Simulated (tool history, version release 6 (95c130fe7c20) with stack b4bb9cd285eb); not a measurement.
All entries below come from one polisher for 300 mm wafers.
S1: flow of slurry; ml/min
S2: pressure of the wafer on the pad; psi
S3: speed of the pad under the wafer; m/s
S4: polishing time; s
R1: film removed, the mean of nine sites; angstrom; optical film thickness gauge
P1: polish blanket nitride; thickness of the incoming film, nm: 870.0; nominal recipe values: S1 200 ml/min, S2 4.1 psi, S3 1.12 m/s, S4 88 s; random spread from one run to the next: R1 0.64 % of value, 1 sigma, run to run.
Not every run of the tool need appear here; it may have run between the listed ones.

run	day	S1	S2	S3	S4	R1
1	0.188	200	4.1	1.12	88	2165.6
2	0.483	200	4.1	1.74	88	3088.6
3	0.771	120	4.1	1.12	88	1999.6
4	1.125	200	4.1	1.12	88	2148.3
5	1.417	200	4.1	1.12	132	3207
6	1.646	200	4.1	0.62	88	1345.9
7	1.933	200	4.1	1.12	88	2165.2
8	2.25	200	4.1	1.12	64	1571.3
9	2.567	200	4.1	1.12	88	2159
10	2.792	200	2.7	0.72	88	1005.6
11	3.117	200	4.1	1.12	88	2157.8
12	3.354	270	4.1	1.12	88	2247.1
# day 3.662: head pressure recalibrated
13	3.671	200	5.8	1.12	88	3064.2
14	3.967	200	4.1	1.12	88	2151.2
15	4.221	200	6	1.12	52	1872.9
16	4.417	200	1.9	1.12	88	1014.1
17	4.788	200	4.1	1.12	88	2157.5
18	4.975	200	4.1	1.12	88	2119.7
19	5.292	200	4.1	1.12	88	2094.5

For run 20, what comes out?
20	5.462	200	4.1	1.12	88	?

R1: 2074.3 angstrom
